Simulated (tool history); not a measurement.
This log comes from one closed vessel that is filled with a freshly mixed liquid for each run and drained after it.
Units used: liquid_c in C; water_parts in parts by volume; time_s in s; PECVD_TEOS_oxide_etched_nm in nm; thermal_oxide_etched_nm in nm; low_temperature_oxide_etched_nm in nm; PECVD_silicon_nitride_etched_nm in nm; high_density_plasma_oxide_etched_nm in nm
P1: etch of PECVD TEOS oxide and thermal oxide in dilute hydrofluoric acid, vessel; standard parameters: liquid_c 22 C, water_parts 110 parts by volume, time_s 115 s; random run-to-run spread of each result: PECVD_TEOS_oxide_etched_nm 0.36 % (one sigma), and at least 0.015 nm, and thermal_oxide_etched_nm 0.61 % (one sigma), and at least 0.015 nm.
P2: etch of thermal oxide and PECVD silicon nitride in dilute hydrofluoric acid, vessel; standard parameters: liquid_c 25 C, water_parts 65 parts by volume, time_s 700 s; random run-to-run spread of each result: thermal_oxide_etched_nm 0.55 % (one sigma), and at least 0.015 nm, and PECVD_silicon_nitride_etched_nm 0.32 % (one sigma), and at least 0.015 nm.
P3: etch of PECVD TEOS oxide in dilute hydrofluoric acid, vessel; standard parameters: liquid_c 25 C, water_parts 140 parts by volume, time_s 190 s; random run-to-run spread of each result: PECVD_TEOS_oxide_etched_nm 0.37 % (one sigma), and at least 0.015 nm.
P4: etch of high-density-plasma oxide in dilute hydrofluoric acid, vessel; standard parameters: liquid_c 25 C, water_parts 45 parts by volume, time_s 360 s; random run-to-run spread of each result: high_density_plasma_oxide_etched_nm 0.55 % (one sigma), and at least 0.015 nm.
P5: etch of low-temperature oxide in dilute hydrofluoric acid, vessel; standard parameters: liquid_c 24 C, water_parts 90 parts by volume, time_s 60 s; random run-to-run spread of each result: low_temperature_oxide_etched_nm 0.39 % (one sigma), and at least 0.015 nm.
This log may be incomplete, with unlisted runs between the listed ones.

run	hour	process	liquid_c	water_parts	time_s	PECVD_TEOS_oxide_etched_nm	thermal_oxide_etched_nm	low_temperature_oxide_etched_nm	PECVD_silicon_nitride_etched_nm	high_density_plasma_oxide_etched_nm
1	10.5	P1	22	110	115	17.838	4.4004			
2	18.4	P1	17	110	115	14.495	3.554			
3	25.7	P5	24	150	60			9.0417		
4	38.8	P3	25	140	190	20.377				
5	52.7	P2	25	65	700		57.933		19.396	
6	65.6	P3	25	240	190	10.633				
7	78.4	P4	18	45	360					39.66
8	91.2	P1	22	155	115	12.028	2.9299			
9	100.8	P3	25	140	50	5.3742				
10	107.8	P5	24	90	60			16.296		
11	119.9	P1	22	110	115	17.835	4.4005			
12	129.3	P2	21	65	700		48.63		14.847	
13	143.7	P1	22	110	115	17.848	4.4608			
14	152.7	P4	25	70	360					32.907
15	161.2	P1	22	65	115	31.741	7.7838			
16	174.3	P4	25	45	360					53.097
17	187.9	P3	29	140	190	23.658				
18	195	P2	25	65	295		24.023		8.217	
19	209.6	P5	27.5	90	60			18.62		
20	216.7	P2	25	115	700		30.227		11.065	
21	226.7	P1	22	110	115	17.721	4.3905			
22	240.1	P1	22	110	65	10.104	2.5055			
23	255	P4	25	45	590					87.388
24	264.7	P4	25	45	360					52.623
25	272.6	P1	22	110	115	17.821	4.4342			
26	283.8	P1	27.5	110	115	22.045	5.4478			
27	292.5	P1	22	70	30	7.7022	1.865			
28	307.9	P1	22	110	190	29.587	7.2606			
29	321.8	P5	24	90	100			26.952		
30	330.3	P1	22	110	115	17.784	4.3945			
31	343.8	P2	25	65	700		57.441		19.559	
32	354.1	P1	22	110	115	17.874	4.3669			
33	367.1	P1	22	110	115	17.289	4.2697			
34	381.9	P1	22	110	115	16.814	4.0699			
35	394.7	P1	22	110	115	16.573	4.0674			
36	403.3	P1	22	110	115	16.522	4.0869			
37	417.5	P1	22	110	115	16.495	4.0733			
38	429.8	P1	22	110	115	16.508	4.0374			
39	444.5	P1	22	110	115	16.466	4.034			

What P1 gives has crept off from where it sat before. The 2 causes that follow fit the log equally well, each at the size noted:
A: liquid colder than its thermometer reads (K) = 2.08
B: hydrofluoric acid flow below the setpoint (%) = 7.17
Onset of the creep was near hour 354.1.

Listed below are the offered check runs, one wafer per run, with question marks in place of results. For which of them would the causes give clearly different outcomes?
check 1	459.2	P3	25	180	50	?				
check 2	459.2	P2	25	105	700		?		?	
check 3	459.2	P4	18.5	45	360					?
check 4	459.2	P5	24	90	90			?		

Predicted outcomes, by check and by cause:
check	result	if A	if B
check 1	PECVD_TEOS_oxide_etched_nm	3.6684	3.6248
check 2	thermal_oxide_etched_nm	30.96	30.888
check 2	PECVD_silicon_nitride_etched_nm	10.563	11.251
check 3	high_density_plasma_oxide_etched_nm	36.819	37.259
check 4	low_temperature_oxide_etched_nm	22.386	22.404
Smallest distance between any two causes, each pair judged by its most separating result, in per cent: check 1 1.2 %; check 2 6.31 %; check 3 1.19 %; check 4 0.08 %
The other checks would show nearly matching results whichever cause is true, so check 2 is the only one that separates the causes.

With check 2 done, the readings were: thermal_oxide_etched_nm 30.677 nm; PECVD_silicon_nitride_etched_nm 10.604 nm. Identify which of the listed causes applies.

The correct cause is A, namely: liquid colder than its thermometer reads (K).
